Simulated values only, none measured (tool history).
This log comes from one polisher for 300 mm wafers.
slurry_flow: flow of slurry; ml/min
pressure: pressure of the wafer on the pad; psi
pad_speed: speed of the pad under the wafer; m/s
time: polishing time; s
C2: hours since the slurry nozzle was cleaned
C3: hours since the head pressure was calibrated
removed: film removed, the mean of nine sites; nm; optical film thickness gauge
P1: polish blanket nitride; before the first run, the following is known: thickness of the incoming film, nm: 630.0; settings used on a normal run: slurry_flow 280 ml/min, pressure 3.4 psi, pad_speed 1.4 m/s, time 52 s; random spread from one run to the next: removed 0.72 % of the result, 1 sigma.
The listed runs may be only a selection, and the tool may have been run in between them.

run 1 hour=6.6 | slurry_flow=280 pressure=3.4 pad_speed=1.4 time=52 | wafers_polished_on_this_pad=598 C2=132.6 C3=483.5 | removed=122.63
run 2 hour=12.8 | slurry_flow=170 pressure=3.4 pad_speed=1.4 time=52 | wafers_polished_on_this_pad=669 C2=138.8 C3=489.7 | removed=116.68
run 3 hour=24.2 | slurry_flow=280 pressure=3.4 pad_speed=2.2 time=52 | wafers_polished_on_this_pad=801 C2=150.2 C3=501.1 | removed=176.11
run 4 hour=32.3 | slurry_flow=280 pressure=3.4 pad_speed=0.64 time=52 | wafers_polished_on_this_pad=894 C2=158.3 C3=509.2 | removed=65.518
run 5 hour=44.2 | slurry_flow=280 pressure=3.4 pad_speed=1.4 time=52 | wafers_polished_on_this_pad=1032 C2=170.2 C3=521.1 | removed=123.05
run 6 hour=52.4 | slurry_flow=280 pressure=3.4 pad_speed=1.4 time=72 | wafers_polished_on_this_pad=1126 C2=178.4 C3=529.3 | removed=172.66
run 7 hour=59.2 | slurry_flow=385 pressure=3.4 pad_speed=1.4 time=52 | wafers_polished_on_this_pad=1205 C2=185.2 C3=536.1 | removed=125.72
run 8 hour=66.9 | slurry_flow=280 pressure=3.4 pad_speed=1.4 time=52 | wafers_polished_on_this_pad=1294 C2=192.9 C3=543.8 | removed=122.22
run 9 hour=75.3 | slurry_flow=280 pressure=1.9 pad_speed=1.96 time=52 | wafers_polished_on_this_pad=1391 C2=201.3 C3=552.2 | removed=91.788
run 10 hour=81.6 | slurry_flow=170 pressure=3.4 pad_speed=1.96 time=52 | wafers_polished_on_this_pad=1463 C2=207.6 C3=558.5 | removed=154.27
run 11 hour=87.8 | slurry_flow=280 pressure=3.4 pad_speed=1.4 time=52 | wafers_polished_on_this_pad=1535 C2=213.8 C3=564.7 | removed=123.1
run 12 hour=99.1 | slurry_flow=280 pressure=1.5 pad_speed=1.4 time=52 | wafers_polished_on_this_pad=1665 C2=225.1 C3=576 | removed=54.097
run 13 hour=110.7 | slurry_flow=200 pressure=1.5 pad_speed=1.4 time=52 | wafers_polished_on_this_pad=1799 C2=236.7 C3=587.6 | removed=52.117
run 14 hour=118.4 | slurry_flow=280 pressure=5.3 pad_speed=1.4 time=52 | wafers_polished_on_this_pad=1888 C2=244.4 C3=595.3 | removed=189.76
run 15 hour=128 | slurry_flow=280 pressure=3.4 pad_speed=1.4 time=28 | wafers_polished_on_this_pad=1999 C2=254 C3=604.9 | removed=65.819
run 16 hour=134.6 | slurry_flow=280 pressure=3.4 pad_speed=1.4 time=52 | wafers_polished_on_this_pad=2075 C2=260.6 C3=611.5 | removed=122.76
run 17 hour=145.9 | slurry_flow=280 pressure=3.4 pad_speed=1.4 time=52 | wafers_polished_on_this_pad=2205 C2=271.9 C3=622.8 | removed=122.07
run 18 hour=155.5 | slurry_flow=280 pressure=3.4 pad_speed=1.4 time=52 | wafers_polished_on_this_pad=2316 C2=281.5 C3=632.4 | removed=124.5
run 19 hour=163.2 | slurry_flow=280 pressure=3.4 pad_speed=1.4 time=52 | wafers_polished_on_this_pad=2405 C2=289.2 C3=640.1 | removed=125.03
run 20 hour=172.4 | slurry_flow=280 pressure=3.4 pad_speed=1.4 time=52 | wafers_polished_on_this_pad=2511 C2=298.4 C3=649.3 | removed=122.64
run 21 hour=184.6 | slurry_flow=280 pressure=3.4 pad_speed=1.4 time=52 | wafers_polished_on_this_pad=2652 C2=310.6 C3=661.5 | removed=120.34
run 22 hour=195.3 | slurry_flow=280 pressure=3.4 pad_speed=1.4 time=52 | wafers_polished_on_this_pad=2775 C2=321.3 C3=672.2 | removed=118.44
-- hour=196.2 head pressure recalibrated
run 23 hour=205.6 | slurry_flow=280 pressure=3.4 pad_speed=1.4 time=52 | wafers_polished_on_this_pad=2894 C2=331.6 C3=9.4 | removed=117.32
run 24 hour=214.6 | slurry_flow=280 pressure=3.4 pad_speed=1.4 time=52 | wafers_polished_on_this_pad=2998 C2=340.6 C3=18.4 | removed=116.87
run 25 hour=221.9 | slurry_flow=280 pressure=3.4 pad_speed=1.4 time=52 | wafers_polished_on_this_pad=3082 C2=347.9 C3=25.7 | removed=117.32
run 26 hour=230.6 | slurry_flow=280 pressure=3.4 pad_speed=1.4 time=52 | wafers_polished_on_this_pad=3183 C2=356.6 C3=34.4 | removed=118.07
run 27 hour=236.7 | slurry_flow=280 pressure=3.4 pad_speed=1.4 time=52 | wafers_polished_on_this_pad=3253 C2=362.7 C3=40.5 | removed=118.53
run 28 hour=249 | slurry_flow=280 pressure=3.4 pad_speed=1.4 time=52 | wafers_polished_on_this_pad=3395 C2=375 C3=52.8 | removed=118.32

P1 no longer gives what it gave before; its output has crept away from where it was. The following 2 causes, each at its listed size, fit the log equally well:
A: slurry flow missing at the pad, % = 33.2
B: removal rate lost through wear of the pad, % = 4.65
The drift started at roughly hour 163.2.
What rules out each remaining cause:
head's pressure below its setpoint, %: serviced after onset, at hour 196.2, with no recovery of the prior output

The list below offers 4 check runs, each averaging the results of 5 wafers, and shows each result as a question mark. For which of them would the listed causes give clearly different results?
run check 1 hour=261.3 | slurry_flow=280 pressure=4.7 pad_speed=1.4 time=52 | removed=?
run check 2 hour=261.3 | slurry_flow=280 pressure=4.4 pad_speed=1.76 time=52 | removed=?
run check 3 hour=261.3 | slurry_flow=170 pressure=3.4 pad_speed=1.06 time=52 | removed=?
run check 4 hour=261.3 | slurry_flow=280 pressure=2.1 pad_speed=1.4 time=52 | removed=?

Check results expected under each cause:
check=check_1 result=removed if_A=162.21 if_B=162.22
check=check_2 result=removed if_A=182.37 if_B=182.38
check=check_3 result=removed if_A=85.832 if_B=88.299
check=check_4 result=removed if_A=72.477 if_B=72.483
Separation of the two closest causes in each check, using whichever result separates them best: check 1 0.01 %; check 2 0.01 %; check 3 2.83 %; check 4 0.01 %
The other checks would show nearly matching results whichever cause is true, so check 3 is the only one that separates the causes.

Check 3 was carried out, with these results: removed 88.64 nm. Which of the listed causes is responsible?

It was cause B: removal rate lost through wear of the pad, %.
